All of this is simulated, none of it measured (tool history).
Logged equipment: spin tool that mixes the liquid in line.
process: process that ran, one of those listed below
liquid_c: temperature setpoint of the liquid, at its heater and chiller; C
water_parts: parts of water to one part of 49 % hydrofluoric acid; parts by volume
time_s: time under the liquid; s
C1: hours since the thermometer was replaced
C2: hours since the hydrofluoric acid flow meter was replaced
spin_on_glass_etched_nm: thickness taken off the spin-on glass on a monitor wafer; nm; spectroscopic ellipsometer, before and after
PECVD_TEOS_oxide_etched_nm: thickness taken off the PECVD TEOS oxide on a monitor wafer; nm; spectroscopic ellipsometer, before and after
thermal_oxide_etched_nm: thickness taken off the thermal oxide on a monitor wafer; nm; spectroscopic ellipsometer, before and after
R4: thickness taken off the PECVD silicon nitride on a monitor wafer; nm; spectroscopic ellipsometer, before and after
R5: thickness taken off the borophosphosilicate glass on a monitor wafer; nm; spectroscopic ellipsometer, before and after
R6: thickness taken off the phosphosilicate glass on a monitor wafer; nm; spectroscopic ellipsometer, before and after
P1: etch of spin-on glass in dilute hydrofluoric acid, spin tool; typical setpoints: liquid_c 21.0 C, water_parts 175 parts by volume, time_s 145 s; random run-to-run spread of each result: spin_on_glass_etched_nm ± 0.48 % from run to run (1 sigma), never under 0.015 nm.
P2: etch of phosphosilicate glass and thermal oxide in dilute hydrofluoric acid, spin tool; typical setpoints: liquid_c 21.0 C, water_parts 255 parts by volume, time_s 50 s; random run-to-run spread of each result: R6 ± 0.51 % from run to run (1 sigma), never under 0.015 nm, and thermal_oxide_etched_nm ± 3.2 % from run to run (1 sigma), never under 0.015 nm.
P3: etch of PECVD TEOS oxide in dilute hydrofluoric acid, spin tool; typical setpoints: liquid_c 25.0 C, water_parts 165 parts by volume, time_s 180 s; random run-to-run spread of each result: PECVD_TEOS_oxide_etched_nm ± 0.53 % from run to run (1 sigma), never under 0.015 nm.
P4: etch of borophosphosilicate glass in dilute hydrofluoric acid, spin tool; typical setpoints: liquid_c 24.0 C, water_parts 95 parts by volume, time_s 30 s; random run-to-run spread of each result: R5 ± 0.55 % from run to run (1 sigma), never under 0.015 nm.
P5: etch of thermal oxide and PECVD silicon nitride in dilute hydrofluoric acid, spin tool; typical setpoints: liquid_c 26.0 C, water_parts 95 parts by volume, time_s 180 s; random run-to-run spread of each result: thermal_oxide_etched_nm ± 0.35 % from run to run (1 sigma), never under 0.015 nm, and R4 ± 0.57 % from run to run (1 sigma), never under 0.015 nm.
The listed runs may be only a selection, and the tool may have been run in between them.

{"run": 1, "hour": 4.6, "process": "P1", "liquid_c": 21.0, "water_parts": 175, "time_s": 145, "C1": 414.2, "C2": 768.4, "spin_on_glass_etched_nm": 16.496}
{"run": 2, "hour": 14.7, "process": "P1", "liquid_c": 21.0, "water_parts": 175, "time_s": 145, "C1": 424.3, "C2": 778.5, "spin_on_glass_etched_nm": 16.383}
{"run": 3, "hour": 20.8, "process": "P1", "liquid_c": 21.0, "water_parts": 175, "time_s": 145, "C1": 430.4, "C2": 784.6, "spin_on_glass_etched_nm": 16.287}
{"run": 4, "hour": 26.0, "process": "P3", "liquid_c": 25.0, "water_parts": 165, "time_s": 180, "C1": 435.6, "C2": 789.8, "PECVD_TEOS_oxide_etched_nm": 13.254}
{"run": 5, "hour": 30.9, "process": "P5", "liquid_c": 26.0, "water_parts": 95, "time_s": 180, "C1": 440.5, "C2": 794.7, "thermal_oxide_etched_nm": 9.5499, "R4": 11.768}
{"run": 6, "hour": 37.9, "process": "P4", "liquid_c": 24.0, "water_parts": 95, "time_s": 30, "C1": 447.5, "C2": 801.7, "R5": 18.633}
{"run": 7, "hour": 46.4, "process": "P1", "liquid_c": 21.0, "water_parts": 175, "time_s": 15, "C1": 456.0, "C2": 810.2, "spin_on_glass_etched_nm": 1.7102}
{"run": 8, "hour": 55.2, "process": "P2", "liquid_c": 21.0, "water_parts": 255, "time_s": 20, "C1": 464.8, "C2": 819.0, "thermal_oxide_etched_nm": 0.26838, "R6": 3.6381}
{"run": 9, "hour": 59.8, "process": "P1", "liquid_c": 21.0, "water_parts": 255, "time_s": 145, "C1": 469.4, "C2": 823.6, "spin_on_glass_etched_nm": 10.353}
{"run": 10, "hour": 70.2, "process": "P3", "liquid_c": 25.0, "water_parts": 165, "time_s": 85, "C1": 479.8, "C2": 834.0, "PECVD_TEOS_oxide_etched_nm": 6.1525}
{"run": 11, "hour": 76.5, "process": "P4", "liquid_c": 24.0, "water_parts": 95, "time_s": 15, "C1": 486.1, "C2": 840.3, "R5": 9.2759}
{"run": 12, "hour": 82.0, "process": "P2", "liquid_c": 17.0, "water_parts": 255, "time_s": 50, "C1": 491.6, "C2": 845.8, "thermal_oxide_etched_nm": 0.61677, "R6": 7.73}
{"run": 13, "hour": 89.3, "process": "P1", "liquid_c": 21.0, "water_parts": 110, "time_s": 145, "C1": 498.9, "C2": 853.1, "spin_on_glass_etched_nm": 27.926}
{"run": 14, "hour": 96.0, "process": "P1", "liquid_c": 21.0, "water_parts": 175, "time_s": 145, "C1": 505.6, "C2": 859.8, "spin_on_glass_etched_nm": 16.341}
{"run": 15, "hour": 102.7, "process": "P1", "liquid_c": 21.0, "water_parts": 175, "time_s": 145, "C1": 512.3, "C2": 866.5, "spin_on_glass_etched_nm": 16.283}
{"run": 16, "hour": 107.3, "process": "P5", "liquid_c": 26.0, "water_parts": 95, "time_s": 180, "C1": 516.9, "C2": 871.1, "thermal_oxide_etched_nm": 9.5518, "R4": 11.731}
{"run": 17, "hour": 117.0, "process": "P4", "liquid_c": 24.0, "water_parts": 180, "time_s": 30, "C1": 526.6, "C2": 880.8, "R5": 8.8453}
{"run": 18, "hour": 124.9, "process": "P3", "liquid_c": 21.5, "water_parts": 165, "time_s": 180, "C1": 534.5, "C2": 888.7, "PECVD_TEOS_oxide_etched_nm": 11.545}
{"run": 19, "hour": 135.1, "process": "P2", "liquid_c": 21.0, "water_parts": 255, "time_s": 50, "C1": 544.7, "C2": 898.9, "thermal_oxide_etched_nm": 0.66118, "R6": 8.9816}
{"run": 20, "hour": 143.9, "process": "P2", "liquid_c": 21.0, "water_parts": 355, "time_s": 50, "C1": 553.5, "C2": 907.7, "thermal_oxide_etched_nm": 0.43099, "R6": 5.9147}
{"run": 21, "hour": 149.2, "process": "P1", "liquid_c": 25.5, "water_parts": 175, "time_s": 145, "C1": 558.8, "C2": 913.0, "spin_on_glass_etched_nm": 19.36}
{"run": 22, "hour": 159.2, "process": "P3", "liquid_c": 25.0, "water_parts": 250, "time_s": 180, "C1": 568.8, "C2": 923.0, "PECVD_TEOS_oxide_etched_nm": 7.9405}
{"run": 23, "hour": 164.9, "process": "P5", "liquid_c": 26.0, "water_parts": 35, "time_s": 180, "C1": 574.5, "C2": 928.7, "thermal_oxide_etched_nm": 28.181, "R4": 31.236}
{"run": 24, "hour": 172.5, "process": "P4", "liquid_c": 29.5, "water_parts": 95, "time_s": 30, "C1": 582.1, "C2": 936.3, "R5": 22.856}
{"run": 25, "hour": 180.2, "process": "P5", "liquid_c": 34.0, "water_parts": 95, "time_s": 180, "C1": 589.8, "C2": 944.0, "thermal_oxide_etched_nm": 12.906, "R4": 19.521}
{"run": 26, "hour": 189.6, "process": "P1", "liquid_c": 17.0, "water_parts": 175, "time_s": 145, "C1": 599.2, "C2": 953.4, "spin_on_glass_etched_nm": 14.001}
{"run": 27, "hour": 199.7, "process": "P1", "liquid_c": 21.0, "water_parts": 175, "time_s": 270, "C1": 609.3, "C2": 963.5, "spin_on_glass_etched_nm": 30.325}
{"run": 28, "hour": 207.1, "process": "P1", "liquid_c": 21.0, "water_parts": 175, "time_s": 145, "C1": 616.7, "C2": 970.9, "spin_on_glass_etched_nm": 16.35}
{"run": 29, "hour": 212.6, "process": "P5", "liquid_c": 26.0, "water_parts": 95, "time_s": 285, "C1": 622.2, "C2": 976.4, "thermal_oxide_etched_nm": 15.108, "R4": 18.703}
{"run": 30, "hour": 217.6, "process": "P1", "liquid_c": 28.0, "water_parts": 175, "time_s": 55, "C1": 627.2, "C2": 981.4, "spin_on_glass_etched_nm": 8.1189}
{"run": 31, "hour": 226.9, "process": "P4", "liquid_c": 24.0, "water_parts": 95, "time_s": 30, "C1": 636.5, "C2": 990.7, "R5": 18.38}
{"run": 32, "hour": 233.1, "process": "P1", "liquid_c": 21.0, "water_parts": 175, "time_s": 145, "C1": 642.7, "C2": 996.9, "spin_on_glass_etched_nm": 16.417}

For run 33, what comes out?
{"run": 33, "hour": 239.6, "process": "P1", "liquid_c": 21.0, "water_parts": 175, "time_s": 145, "C1": 649.2, "C2": 1003.4, "spin_on_glass_etched_nm": "?"}

{"run 33": {"spin_on_glass_etched_nm": 16.9}}
